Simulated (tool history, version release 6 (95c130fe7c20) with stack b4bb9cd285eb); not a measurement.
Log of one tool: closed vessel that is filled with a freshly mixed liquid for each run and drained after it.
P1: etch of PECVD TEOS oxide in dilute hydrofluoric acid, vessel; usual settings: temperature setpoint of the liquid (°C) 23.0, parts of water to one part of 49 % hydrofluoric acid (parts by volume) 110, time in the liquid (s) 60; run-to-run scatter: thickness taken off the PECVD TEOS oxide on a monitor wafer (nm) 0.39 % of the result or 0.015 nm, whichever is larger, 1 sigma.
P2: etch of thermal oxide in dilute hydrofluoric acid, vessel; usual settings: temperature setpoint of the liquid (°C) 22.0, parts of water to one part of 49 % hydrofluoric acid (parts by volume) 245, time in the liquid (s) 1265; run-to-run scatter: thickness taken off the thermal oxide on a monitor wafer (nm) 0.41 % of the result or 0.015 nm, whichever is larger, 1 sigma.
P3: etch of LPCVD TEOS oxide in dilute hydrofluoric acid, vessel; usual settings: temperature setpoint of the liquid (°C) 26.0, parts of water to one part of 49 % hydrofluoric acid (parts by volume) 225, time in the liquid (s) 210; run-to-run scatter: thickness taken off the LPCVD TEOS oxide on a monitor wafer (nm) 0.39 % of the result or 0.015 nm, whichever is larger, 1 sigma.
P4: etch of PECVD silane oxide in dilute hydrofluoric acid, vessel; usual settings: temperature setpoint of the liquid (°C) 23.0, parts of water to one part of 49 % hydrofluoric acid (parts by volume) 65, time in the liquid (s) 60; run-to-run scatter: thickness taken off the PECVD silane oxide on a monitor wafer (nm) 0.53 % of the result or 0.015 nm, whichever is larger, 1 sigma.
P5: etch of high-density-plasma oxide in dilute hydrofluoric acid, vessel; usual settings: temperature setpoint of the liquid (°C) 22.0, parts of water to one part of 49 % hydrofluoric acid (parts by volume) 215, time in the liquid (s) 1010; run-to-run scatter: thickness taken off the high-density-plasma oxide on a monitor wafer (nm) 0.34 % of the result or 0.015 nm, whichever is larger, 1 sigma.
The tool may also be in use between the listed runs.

run,hour,process that ran,temperature setpoint of the liquid (°C),parts of water to one part of 49 % hydrofluoric acid (parts by volume),time in the liquid (s),hours since the thermometer was replaced,hours since the hydrofluoric acid flow meter was replaced,thickness taken off the PECVD TEOS oxide on a monitor wafer (nm),thickness taken off the PECVD silane oxide on a monitor wafer (nm),thickness taken off the high-density-plasma oxide on a monitor wafer (nm),thickness taken off the thermal oxide on a monitor wafer (nm),thickness taken off the LPCVD TEOS oxide on a monitor wafer (nm)
1,10.3,P1,23.0,110,60,1190.8,767.4,14.3150,,,,
2,21.4,P4,23.0,65,115,1201.9,778.5,,32.814,,,
3,27.6,P1,23.0,180,60,1208.1,784.7,8.0713,,,,
4,40.6,P5,22.0,65,1010,1221.1,797.7,,,75.805,,
5,48.2,P1,17.0,110,90,1228.7,805.3,16.8550,,,,
6,60.9,P1,27.0,110,60,1241.4,818.0,16.6600,,,,
7,67.7,P2,22.0,245,230,1248.2,824.8,,,,3.446,
8,73.7,P1,29.0,185,60,1254.2,830.8,9.7745,,,,
9,80.0,P1,23.0,30,60,1260.5,837.1,58.3710,,,,
10,91.7,P3,26.0,225,210,1272.2,848.8,,,,,17.3940
11,104.6,P5,22.0,215,1010,1285.1,861.7,,,19.356,,
12,111.3,P2,17.5,245,1265,1291.8,868.4,,,,16.008,
13,117.4,P1,17.0,110,60,1297.9,874.5,11.2540,,,,
14,124.2,P5,29.5,215,1010,1304.7,881.3,,,25.376,,
15,130.5,P3,26.0,225,80,1311.0,887.6,,,,,6.5674
16,141.1,P3,26.0,380,210,1321.6,898.2,,,,,8.7333
17,153.9,P3,26.0,225,210,1334.4,911.0,,,,,17.2500
18,160.3,P1,23.0,110,60,1340.8,917.4,14.3960,,,,
19,172.1,P2,22.0,245,1265,1352.6,929.2,,,,18.826,
20,182.1,P1,23.0,110,60,1362.6,939.2,14.4440,,,,
21,188.8,P4,30.0,65,60,1369.3,945.9,,22.584,,,
22,199.4,P1,23.0,110,60,1379.9,956.5,14.2920,,,,
23,207.8,P5,22.0,215,1010,1388.3,964.9,,,19.343,,
24,219.4,P4,23.0,65,60,1399.9,976.5,,17.405,,,
25,230.9,P2,22.0,355,1265,1411.4,988.0,,,,11.881,
# hour 231.6: hydrofluoric acid flow meter replaced
26,243.7,P1,23.0,110,30,1424.2,12.2,7.1824,,,,
27,249.6,P1,23.0,110,100,1430.1,18.1,23.8790,,,,
28,257.9,P3,31.5,225,210,1438.4,26.4,,,,,20.8200
29,263.9,P4,23.0,20,60,1444.4,32.4,,60.217,,,
30,276.0,P5,22.0,215,1735,1456.5,44.5,,,33.136,,
31,287.7,P1,23.0,110,60,1468.2,56.2,14.3350,,,,
32,300.0,P1,23.0,110,60,1480.5,68.5,14.2490,,,,
33,307.5,P1,23.0,110,60,1488.0,76.0,14.9430,,,,

The next listed run, before its measurement:
34,320.6,P1,23.0,110,60,1501.1,89.1,?,,,,

{"run 34": {"thickness taken off the PECVD TEOS oxide on a monitor wafer (nm)": 15.478}}

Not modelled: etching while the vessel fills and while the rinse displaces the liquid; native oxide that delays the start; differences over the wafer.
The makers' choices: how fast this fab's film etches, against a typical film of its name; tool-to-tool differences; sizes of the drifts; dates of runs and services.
